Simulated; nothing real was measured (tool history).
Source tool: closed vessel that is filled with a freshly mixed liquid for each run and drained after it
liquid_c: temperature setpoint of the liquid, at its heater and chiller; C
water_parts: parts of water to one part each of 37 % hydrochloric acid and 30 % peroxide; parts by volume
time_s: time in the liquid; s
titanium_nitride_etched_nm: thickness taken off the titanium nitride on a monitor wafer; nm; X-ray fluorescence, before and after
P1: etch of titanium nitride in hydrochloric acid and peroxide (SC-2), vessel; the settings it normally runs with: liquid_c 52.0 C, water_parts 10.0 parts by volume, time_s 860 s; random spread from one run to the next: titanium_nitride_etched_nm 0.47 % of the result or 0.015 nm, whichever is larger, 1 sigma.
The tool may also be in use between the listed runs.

| run | hour | liquid_c | water_parts | time_s | hours since the thermometer was replaced | hours since the chemicals flow meter was replaced | hours since the drum of peroxide was connected | titanium_nitride_etched_nm |
|---|---|---|---|---|---|---|---|---|
| 1 | 7.4 | 52.0 | 10.0 | 860 | 1327.7 | 1916.8 | 418.4 | 22.7280 |
|  | 10.8 | thermometer replaced |
| 2 | 13.0 | 62.0 | 10.0 | 860 | 2.3 | 1922.4 | 424.0 | 43.5580 |
| 3 | 18.1 | 52.0 | 10.0 | 1710 | 7.4 | 1927.5 | 429.1 | 45.1850 |
| 4 | 22.2 | 52.0 | 10.0 | 860 | 11.5 | 1931.6 | 433.2 | 22.8580 |
| 5 | 29.1 | 52.0 | 10.0 | 340 | 18.4 | 1938.5 | 440.1 | 9.1191 |
| 6 | 34.8 | 52.0 | 4.0 | 860 | 24.1 | 1944.2 | 445.8 | 45.9970 |
| 7 | 39.8 | 52.0 | 14.5 | 1400 | 29.1 | 1949.2 | 450.8 | 27.2160 |
|  | 44.4 | new drum of peroxide connected |
| 8 | 45.1 | 52.0 | 18.0 | 860 | 34.4 | 1954.5 | 0.8 | 13.8260 |
| 9 | 52.5 | 42.5 | 10.0 | 860 | 41.8 | 1961.9 | 8.2 | 12.0320 |
| 10 | 60.1 | 52.0 | 10.0 | 860 | 49.4 | 1969.5 | 15.8 | 22.9940 |
| 11 | 64.2 | 52.0 | 10.0 | 860 | 53.5 | 1973.6 | 19.9 | 22.8620 |
| 12 | 69.5 | 52.0 | 10.0 | 860 | 58.8 | 1978.9 | 25.2 | 23.0520 |
| 13 | 75.0 | 52.0 | 10.0 | 860 | 64.3 | 1984.4 | 30.7 | 22.9770 |
| 14 | 81.8 | 52.0 | 10.0 | 860 | 71.1 | 1991.2 | 37.5 | 22.9850 |
| 15 | 85.4 | 52.0 | 10.0 | 860 | 74.7 | 1994.8 | 41.1 | 23.0440 |
| 16 | 91.1 | 52.0 | 10.0 | 860 | 80.4 | 2000.5 | 46.8 | 23.9480 |
| 17 | 96.0 | 52.0 | 10.0 | 860 | 85.3 | 2005.4 | 51.7 | 24.5240 |
| 18 | 103.6 | 52.0 | 10.0 | 860 | 92.9 | 2013.0 | 59.3 | 24.7500 |
| 19 | 109.9 | 52.0 | 10.0 | 860 | 99.2 | 2019.3 | 65.6 | 25.1390 |
| 20 | 114.1 | 52.0 | 10.0 | 860 | 103.4 | 2023.5 | 69.8 | 25.0830 |
| 21 | 120.4 | 52.0 | 10.0 | 860 | 109.7 | 2029.8 | 76.1 | 24.9770 |

Something has made what P1 gives creep away from where it was; the 2 causes below, each at its own stated size, fit the log equally well:
A: chemicals flow above the setpoint (%) = 11.1
B: liquid hotter than its thermometer reads (K) = 1.32
Onset of the creep was near hour 85.4.
Each remaining cause and why it is not a fit:
peroxide weaker than its label (%): 8 at the very most, moving titanium_nitride_etched_nm by -7.4 %, which is either too weak or the wrong sign

Of the 4 check runs below, each run on 3 wafers with the results averaged and each result still a question mark, which one would tell the listed causes apart?
| check 1 | 126.7 | 43.5 | 4.0 | 860 |  |  |  | ? |
| check 2 | 126.7 | 52.0 | 15.5 | 860 |  |  |  | ? |
| check 3 | 126.7 | 52.0 | 10.0 | 1650 |  |  |  | ? |
| check 4 | 126.7 | 60.5 | 10.0 | 860 |  |  |  | ? |

Outcome of each check run for each possible cause:
| check | result | if A | if B |
|---|---|---|---|
| check 1 | titanium_nitride_etched_nm | 27.6960 | 28.3200 |
| check 2 | titanium_nitride_etched_nm | 17.2770 | 17.1720 |
| check 3 | titanium_nitride_etched_nm | 48.0620 | 48.0460 |
| check 4 | titanium_nitride_etched_nm | 43.2260 | 43.0230 |
Per-check spread between the two closest causes, in the result where they differ most: check 1 2.23 %; check 2 0.61 %; check 3 0.03 %; check 4 0.47 %
Check 1 tells the causes apart: in the others they would give nearly the same result.

Running check 1 produced the following: titanium_nitride_etched_nm 27.6590 nm. Which one of the listed causes fits?

Of the candidate causes, it is A: chemicals flow above the setpoint (%).
